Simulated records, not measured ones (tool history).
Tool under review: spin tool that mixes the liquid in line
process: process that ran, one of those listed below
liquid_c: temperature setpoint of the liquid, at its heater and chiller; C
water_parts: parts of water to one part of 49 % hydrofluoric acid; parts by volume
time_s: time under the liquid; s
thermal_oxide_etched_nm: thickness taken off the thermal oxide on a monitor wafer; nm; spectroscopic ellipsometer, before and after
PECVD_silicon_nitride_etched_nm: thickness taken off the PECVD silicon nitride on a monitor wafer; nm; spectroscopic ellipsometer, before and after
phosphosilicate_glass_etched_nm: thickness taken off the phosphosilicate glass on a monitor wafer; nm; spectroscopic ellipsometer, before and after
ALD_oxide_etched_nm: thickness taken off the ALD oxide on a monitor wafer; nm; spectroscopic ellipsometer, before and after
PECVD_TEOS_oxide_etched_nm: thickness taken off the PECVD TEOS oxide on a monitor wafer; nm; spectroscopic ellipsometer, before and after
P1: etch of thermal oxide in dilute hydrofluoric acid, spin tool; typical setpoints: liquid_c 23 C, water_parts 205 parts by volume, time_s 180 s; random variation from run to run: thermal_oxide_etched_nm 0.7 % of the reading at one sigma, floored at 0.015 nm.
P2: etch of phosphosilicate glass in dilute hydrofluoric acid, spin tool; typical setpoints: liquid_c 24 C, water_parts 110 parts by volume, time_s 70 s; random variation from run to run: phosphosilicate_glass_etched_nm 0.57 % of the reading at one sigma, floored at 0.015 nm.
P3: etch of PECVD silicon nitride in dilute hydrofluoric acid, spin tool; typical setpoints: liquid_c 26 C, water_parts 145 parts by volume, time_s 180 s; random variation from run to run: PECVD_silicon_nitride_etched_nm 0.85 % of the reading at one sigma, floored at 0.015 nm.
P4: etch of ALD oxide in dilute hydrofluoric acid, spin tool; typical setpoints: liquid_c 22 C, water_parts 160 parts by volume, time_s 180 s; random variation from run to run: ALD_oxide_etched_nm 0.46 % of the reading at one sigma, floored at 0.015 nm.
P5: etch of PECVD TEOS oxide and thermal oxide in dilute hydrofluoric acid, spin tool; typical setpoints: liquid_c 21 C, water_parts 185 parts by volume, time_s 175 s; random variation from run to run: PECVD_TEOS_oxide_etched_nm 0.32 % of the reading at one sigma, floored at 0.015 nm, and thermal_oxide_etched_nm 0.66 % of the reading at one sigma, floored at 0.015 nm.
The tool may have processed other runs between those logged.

| run | hour | process | liquid_c | water_parts | time_s | hours since the thermometer was replaced | hours since the hydrofluoric acid flow meter was replaced | thermal_oxide_etched_nm | PECVD_silicon_nitride_etched_nm | phosphosilicate_glass_etched_nm | ALD_oxide_etched_nm | PECVD_TEOS_oxide_etched_nm |
|---|---|---|---|---|---|---|---|---|---|---|---|---|
| 1 | 6 | P1 | 23 | 205 | 180 | 397 | 169.3 | 3.4285 |  |  |  |  |
| 2 | 9 | P1 | 23 | 205 | 180 | 400 | 172.3 | 3.4809 |  |  |  |  |
| 3 | 14.7 | P1 | 23 | 205 | 340 | 405.7 | 178 | 6.5373 |  |  |  |  |
| 4 | 17.5 | P3 | 26 | 50 | 180 | 408.5 | 180.8 |  | 8.3585 |  |  |  |
| 5 | 23 | P2 | 20 | 110 | 70 | 414 | 186.3 |  |  | 49.201 |  |  |
| 6 | 28.4 | P1 | 23 | 105 | 180 | 419.4 | 191.7 | 7.5931 |  |  |  |  |
| 7 | 31.7 | P1 | 29 | 205 | 180 | 422.7 | 195 | 4.3602 |  |  |  |  |
| 8 | 36.2 | P4 | 29.5 | 160 | 180 | 427.2 | 199.5 |  |  |  | 30.542 |  |
| 9 | 41.2 | P5 | 17 | 185 | 175 | 432.2 | 204.5 | 3.034 |  |  |  | 5.5452 |
| 10 | 47.1 | P2 | 24 | 110 | 70 | 438.1 | 210.4 |  |  | 57.853 |  |  |
| 11 | 52.1 | P5 | 21 | 60 | 175 | 443.1 | 215.4 | 12.566 |  |  |  | 23.081 |
| 12 | 57.5 | P1 | 23 | 205 | 180 | 448.5 | 220.8 | 3.481 |  |  |  |  |
| 13 | 63.2 | P1 | 23 | 290 | 180 | 454.2 | 226.5 | 2.2247 |  |  |  |  |
| 14 | 65.8 | P3 | 26 | 145 | 180 | 456.8 | 229.1 |  | 2.8347 |  |  |  |
| 15 | 71.2 | P1 | 26.5 | 70 | 180 | 462.2 | 234.5 | 13.7 |  |  |  |  |
| 16 | 75.8 | P1 | 23 | 205 | 95 | 466.8 | 239.1 | 1.8274 |  |  |  |  |
| 17 | 79.9 | P4 | 22 | 160 | 180 | 470.9 | 243.2 |  |  |  | 23.19 |  |
| 18 | 84.1 | P1 | 18 | 205 | 180 | 475.1 | 247.4 | 2.8777 |  |  |  |  |
| 19 | 90.2 | P4 | 22 | 100 | 180 | 481.2 | 253.5 |  |  |  | 39.354 |  |
| 20 | 96.4 | P1 | 23 | 205 | 180 | 487.4 | 259.7 | 3.5 |  |  |  |  |
| 21 | 99.9 | P1 | 23 | 205 | 180 | 490.9 | 263.2 | 3.4688 |  |  |  |  |
| 22 | 103.9 | P5 | 21 | 185 | 175 | 494.9 | 267.2 | 3.5394 |  |  |  | 6.4978 |
| 23 | 108.9 | P2 | 24 | 110 | 120 | 499.9 | 272.2 |  |  | 99.815 |  |  |
| 24 | 115.1 | P3 | 26 | 145 | 80 | 506.1 | 278.4 |  | 1.2799 |  |  |  |
| 25 | 120.8 | P3 | 26 | 145 | 180 | 511.8 | 284.1 |  | 2.9323 |  |  |  |
| 26 | 125.3 | P5 | 21 | 185 | 255 | 516.3 | 288.6 | 5.1368 |  |  |  | 9.497 |
| 27 | 130.5 | P1 | 18 | 55 | 180 | 521.5 | 293.8 | 12.45 |  |  |  |  |
| 28 | 134.3 | P3 | 20.5 | 145 | 180 | 525.3 | 297.6 |  | 1.9851 |  |  |  |
| 29 | 138.7 | P5 | 21 | 185 | 175 | 529.7 | 302 | 3.5755 |  |  |  | 6.5368 |
| 30 | 143.4 | P1 | 23 | 205 | 180 | 534.4 | 306.7 | 3.5177 |  |  |  |  |
| 31 | 148 | P4 | 22 | 160 | 300 | 539 | 311.3 |  |  |  | 38.765 |  |
| 32 | 153.9 | P2 | 24 | 165 | 70 | 544.9 | 317.2 |  |  | 36.203 |  |  |
| 33 | 156.6 | P1 | 23 | 205 | 180 | 547.6 | 319.9 | 3.4506 |  |  |  |  |
| 34 | 161.4 | P1 | 23 | 205 | 180 | 552.4 | 324.7 | 3.4197 |  |  |  |  |
| 35 | 164.1 | P1 | 23 | 205 | 180 | 555.1 | 327.4 | 3.3371 |  |  |  |  |
| 36 | 169 | P1 | 23 | 205 | 180 | 560 | 332.3 | 3.304 |  |  |  |  |
| 37 | 171.8 | P1 | 23 | 205 | 180 | 562.8 | 335.1 | 3.2995 |  |  |  |  |
| 38 | 177.6 | P1 | 23 | 205 | 180 | 568.6 | 340.9 | 3.2608 |  |  |  |  |
| 39 | 183.1 | P1 | 23 | 205 | 180 | 574.1 | 346.4 | 3.3005 |  |  |  |  |
| 40 | 187.9 | P1 | 23 | 205 | 180 | 578.9 | 351.2 | 3.2605 |  |  |  |  |
| 41 | 192.9 | P1 | 23 | 205 | 180 | 583.9 | 356.2 | 3.2476 |  |  |  |  |
| 42 | 197.7 | P1 | 23 | 205 | 180 | 588.7 | 361 | 3.2759 |  |  |  |  |

Compared with where it was, what P1 gives has crept away. Each cause listed below fits the log as well as the rest, at the size given for it:
A: hydrofluoric acid flow below the setpoint (%) = 4.6
B: liquid colder than its thermometer reads (K) = 1.53
The process output started creeping at around hour 156.6.

Which of the 4 check runs listed below, each an average over 2 wafers with its results shown as question marks, gives clearly different results under the different listed causes?
| check 1 | 202.5 | P5 | 21 | 185 | 175 |  |  | ? |  |  |  | ? |
| check 2 | 202.5 | P2 | 24 | 110 | 70 |  |  |  |  | ? |  |  |
| check 3 | 202.5 | P4 | 22 | 160 | 180 |  |  |  |  |  | ? |  |
| check 4 | 202.5 | P3 | 26 | 145 | 180 |  |  |  | ? |  |  |  |

Check results expected under each cause:
| check | result | if A | if B |
|---|---|---|---|
| check 1 | thermal_oxide_etched_nm | 3.3507 | 3.3396 |
| check 1 | PECVD_TEOS_oxide_etched_nm | 6.1727 | 6.1523 |
| check 2 | phosphosilicate_glass_etched_nm | 55.07 | 54.678 |
| check 3 | ALD_oxide_etched_nm | 21.848 | 21.752 |
| check 4 | PECVD_silicon_nitride_etched_nm | 2.7377 | 2.6019 |
How far apart the two closest causes lie, in the result that separates them most: check 1 0.33 %; check 2 0.72 %; check 3 0.44 %; check 4 5.09 %
The other checks would show nearly matching results whichever cause is true, so check 4 is the only one that separates the causes.

The results of check 4 are: PECVD_silicon_nitride_etched_nm 2.5929 nm. Based on these, which of the listed causes is it?

It is B: liquid colder than its thermometer reads (K).

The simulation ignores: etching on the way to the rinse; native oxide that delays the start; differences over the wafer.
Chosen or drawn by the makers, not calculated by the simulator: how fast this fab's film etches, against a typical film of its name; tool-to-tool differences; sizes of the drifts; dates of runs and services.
